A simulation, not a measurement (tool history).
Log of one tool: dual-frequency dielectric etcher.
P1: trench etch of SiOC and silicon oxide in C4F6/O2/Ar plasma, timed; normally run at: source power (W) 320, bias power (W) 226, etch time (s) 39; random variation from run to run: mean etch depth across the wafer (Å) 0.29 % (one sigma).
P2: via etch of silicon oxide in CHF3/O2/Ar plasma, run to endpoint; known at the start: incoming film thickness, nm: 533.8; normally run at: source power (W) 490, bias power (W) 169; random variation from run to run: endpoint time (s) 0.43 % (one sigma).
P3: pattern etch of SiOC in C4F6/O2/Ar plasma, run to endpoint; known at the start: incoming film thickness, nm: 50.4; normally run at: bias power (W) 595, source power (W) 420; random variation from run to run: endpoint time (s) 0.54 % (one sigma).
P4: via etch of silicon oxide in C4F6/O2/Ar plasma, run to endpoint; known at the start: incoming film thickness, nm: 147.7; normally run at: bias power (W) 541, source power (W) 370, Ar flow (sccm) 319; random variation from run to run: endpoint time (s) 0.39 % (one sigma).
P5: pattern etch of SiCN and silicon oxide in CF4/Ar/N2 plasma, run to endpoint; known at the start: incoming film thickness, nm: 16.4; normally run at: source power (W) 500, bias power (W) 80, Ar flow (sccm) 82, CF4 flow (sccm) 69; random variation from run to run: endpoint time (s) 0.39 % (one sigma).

run,hour,process that ran,source power (W),bias power (W),etch time (s),Ar flow (sccm),CF4 flow (sccm),hours since the last wet clean,hours since the last source power generator calibration,hours since the last bias power generator calibration,mean etch depth across the wafer (Å),endpoint time (s)
1,9.1,P1,320,226,39,,,282.3,654.5,1389.3,759.98,
2,19.3,P4,290,541,,319,,292.5,664.7,1399.5,,33.913
3,28.9,P1,400,226,39,,,302.1,674.3,1409.1,828.06,
# hour 30.2: source power generator calibrated
4,35.4,P4,370,541,,319,,308.6,5.3,1415.6,,31.122
5,46.3,P5,650,80,,82,69,319.5,16.2,1426.5,,13.031
6,58.3,P3,420,595,,,,331.5,28.2,1438.5,,15.56
7,68,P1,320,226,39,,,341.2,37.9,1448.2,761.74,
8,74.5,P1,320,226,39,,,347.7,44.4,1454.7,759.4,
9,83.4,P5,500,80,,82,69,356.6,53.3,1463.6,,16.361
10,94.6,P4,370,541,,319,,367.8,64.5,1474.8,,31.083
11,105.1,P1,220,226,39,,,378.3,75,1485.3,658.61,
12,113,P1,320,226,39,,,386.2,82.9,1493.2,759.02,
13,121.3,P2,490,169,,,,394.5,91.2,1501.5,,289.25
14,131.2,P1,320,162,39,,,404.4,101.1,1511.4,678.72,
15,141.8,P3,270,595,,,,415,111.7,1522,,18.472
16,147.8,P3,420,448,,,,421,117.7,1528,,17.412
17,154.9,P4,370,390,,319,,428.1,124.8,1535.1,,34.804
18,162.3,P1,320,226,39,,,435.5,132.2,1542.5,757.19,
19,173.4,P1,320,226,28.5,,,446.6,143.3,1553.6,556.81,
20,183.9,P1,320,269,39,,,457.1,153.8,1564.1,806.41,
21,195.6,P5,500,80,,59,69,468.8,165.5,1575.8,,15.673
22,201.2,P4,370,541,,200,,474.4,171.1,1581.4,,29.521
23,212.8,P2,680,169,,,,486,182.7,1593,,254.7
24,221.7,P2,490,239,,,,494.9,191.6,1601.9,,256.95
25,228.2,P2,490,169,,,,501.4,198.1,1608.4,,290.1
26,240.1,P1,320,226,57,,,513.3,210,1620.3,1113.3,
27,250.8,P5,500,80,,82,69,524,220.7,1631,,16.372
28,260.9,P5,500,54,,82,69,534.1,230.8,1641.1,,18.684
29,268.5,P5,500,80,,82,92,541.7,238.4,1648.7,,15.85
30,276.3,P3,420,595,,,,549.5,246.2,1656.5,,15.68
31,282,P1,240,226,22.5,,,555.2,251.9,1662.2,393.31,
32,288,P1,320,226,39,,,561.2,257.9,1668.2,763.01,
33,299.7,P1,320,226,39,,,572.9,269.6,1679.9,756.99,
34,305.8,P1,320,226,39,,,579,275.7,1686,750.91,
35,317.5,P1,320,226,39,,,590.7,287.4,1697.7,750.11,
36,325.5,P1,320,226,39,,,598.7,295.4,1705.7,747.19,
# hour 330.4: wet clean of the chamber
37,331.6,P1,320,226,39,,,1.2,301.5,1711.8,746.99,
38,341.2,P1,320,226,39,,,10.8,311.1,1721.4,749.89,
39,350.3,P1,320,226,39,,,19.9,320.2,1730.5,752.44,

What P1 gives has crept away from where it was. These 2 causes fit the log equally well, each at the size given:
A: bias power that arrives under what is set, % = 4.22
B: source power that arrives under what is set, % = 3.71
The creep began at about hour 288.
Why every other cause is out:
chamber walls in a state that lowers the etch rate, %: serviced at hour 330.4, which brought nothing back

4 check runs are offered, each on 2 wafers whose results are averaged, their results left as question marks. Which one tells the causes apart?
check 1,359.4,P2,600,169,,,,,,,,?
check 2,359.4,P5,500,64,,82,69,,,,,?
check 3,359.4,P4,370,405,,203,,,,,,?
check 4,359.4,P3,280,595,,,,,,,,?

What each check would give under each cause:
check,result,if A,if B
check 1,endpoint time (s),272.39,272.46
check 2,endpoint time (s),17.851,18.212
check 3,endpoint time (s),33.332,33.279
check 4,endpoint time (s),18.442,18.388
How far apart the two closest causes lie, in the result that separates them most: check 1 0.03 %; check 2 2 %; check 3 0.16 %; check 4 0.29 %
Check 2 tells the causes apart: in the others they would give nearly the same result.

Then check 2 was run and gave: endpoint time (s) 17.857. Which cause is it?

It is A: bias power that arrives under what is set, %.
